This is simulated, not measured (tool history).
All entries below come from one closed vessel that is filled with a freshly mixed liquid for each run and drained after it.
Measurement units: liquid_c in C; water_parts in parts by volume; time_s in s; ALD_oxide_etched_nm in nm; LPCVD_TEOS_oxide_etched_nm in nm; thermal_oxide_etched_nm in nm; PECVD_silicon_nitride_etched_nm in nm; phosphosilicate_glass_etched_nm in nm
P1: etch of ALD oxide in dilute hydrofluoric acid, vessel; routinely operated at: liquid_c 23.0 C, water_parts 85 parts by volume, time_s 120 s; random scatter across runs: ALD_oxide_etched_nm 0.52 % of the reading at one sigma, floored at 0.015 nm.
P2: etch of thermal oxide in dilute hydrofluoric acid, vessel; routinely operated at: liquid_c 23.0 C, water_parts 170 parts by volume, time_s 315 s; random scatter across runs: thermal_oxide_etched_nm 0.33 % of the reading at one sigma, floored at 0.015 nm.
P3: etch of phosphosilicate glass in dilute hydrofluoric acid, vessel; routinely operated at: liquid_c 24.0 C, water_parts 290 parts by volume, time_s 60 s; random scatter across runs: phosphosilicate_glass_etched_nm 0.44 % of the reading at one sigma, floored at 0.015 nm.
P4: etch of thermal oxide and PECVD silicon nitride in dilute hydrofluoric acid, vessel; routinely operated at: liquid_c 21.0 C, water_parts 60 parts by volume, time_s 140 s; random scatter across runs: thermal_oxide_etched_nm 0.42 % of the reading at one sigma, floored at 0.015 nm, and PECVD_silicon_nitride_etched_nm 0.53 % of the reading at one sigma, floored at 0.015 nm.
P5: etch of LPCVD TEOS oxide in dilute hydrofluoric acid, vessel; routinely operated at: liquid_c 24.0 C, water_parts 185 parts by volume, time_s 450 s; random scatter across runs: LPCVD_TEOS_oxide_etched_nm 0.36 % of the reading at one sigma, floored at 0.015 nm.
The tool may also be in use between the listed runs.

run   hour  process  liquid_c  water_parts  time_s  hours since the thermometer was replaced  hours since the hydrofluoric acid flow meter was replaced  ALD_oxide_etched_nm  LPCVD_TEOS_oxide_etched_nm  thermal_oxide_etched_nm  PECVD_silicon_nitride_etched_nm  phosphosilicate_glass_etched_nm
  1    5.8       P1      23.0           85     120                                     375.8                                                     1545.8              36.1560
  2   12.6       P5      24.0          185     450                                     382.6                                                     1552.6                                           44.415
  3   16.5       P2      23.0          170     605                                     386.5                                                     1556.5                                                                   15.5990
  4   22.5       P5      24.0           70     450                                     392.5                                                     1562.5                                          133.870
      25.5  -- thermometer replaced
  5   26.4       P1      23.0          130     120                                       1.0                                                     1566.4              22.3120
  6   32.6       P1      23.0           85     120                                       7.2                                                     1572.6              36.1810
  7   39.0       P2      23.0          170     315                                      13.6                                                     1579.0                                                                    8.1595
  8   44.6       P4      21.0           85     140                                      19.2                                                     1584.6                                                                    7.1531                           7.5674
  9   50.2       P4      21.0           60     140                                      24.8                                                     1590.2                                                                   10.4950                          10.6470
 10   55.8       P1      23.0          130     170                                      30.4                                                     1595.8              31.6920
 11   61.7       P5      24.0          185     450                                      36.3                                                     1601.7                                           44.314
 12   68.3       P5      24.0          185     215                                      42.9                                                     1608.3                                           21.184
 13   71.9       P2      17.0          170     315                                      46.5                                                     1611.9                                                                    6.4692
 14   76.5       P1      27.5           85     120                                      51.1                                                     1616.5              43.3470
 15   83.1       P3      19.0          290      60                                      57.7                                                     1623.1                                                                                                                                     15.6100
 16   87.6       P1      23.0           85     120                                      62.2                                                     1627.6              36.3230
 17   91.8       P1      23.0           20      40                                      66.4                                                     1631.8              55.4400
 18   98.3       P1      23.0           50     120                                      72.9                                                     1638.3              64.6610
 19  105.1       P1      17.0           85     120                                      79.7                                                     1645.1              28.0200
 20  110.0       P1      23.0           85     120                                      84.6                                                     1650.0              35.9830
 21  113.8       P3      24.0           90      60                                      88.4                                                     1653.8                                                                                                                                     74.9350
 22  116.8       P1      23.0           85      30                                      91.4                                                     1656.8               9.0552
 23  121.1       P3      24.0          290      30                                      95.7                                                     1661.1                                                                                                                                      9.3604
 24  126.8       P4      21.0           60     260                                     101.4                                                     1666.8                                                                   19.3380                          19.7960
 25  132.5       P1      23.0           85     185                                     107.1                                                     1672.5              56.0700
 26  136.3       P3      24.0          290      60                                     110.9                                                     1676.3                                                                                                                                     18.7380
 27  140.2       P4      26.5           60     140                                     114.8                                                     1680.2                                                                   13.1020                          15.4050
 28  144.2       P5      18.0          185     450                                     118.8                                                     1684.2                                           35.458
 29  147.3       P1      23.0           85     120                                     121.9                                                     1687.3              36.1380
 30  151.9       P2      23.0          105     315                                     126.5                                                     1691.9                                                                   14.2630
 31  155.1       P2      23.0          170     315                                     129.7                                                     1695.1                                                                    8.1829
 32  158.5       P1      23.0          130      45                                     133.1                                                     1698.5               8.3893
 33  164.0       P4      21.0           60     140                                     138.6                                                     1704.0                                                                   10.4660                          10.6400
 34  166.9       P1      23.0           85     120                                     141.5                                                     1706.9              36.3630

Run 35 is up next; what results do you expect?
 35  172.9       P1      23.0           85     120                                     147.5                                                     1712.9                    ?

{"run 35": {"ALD_oxide_etched_nm": 37.099}}
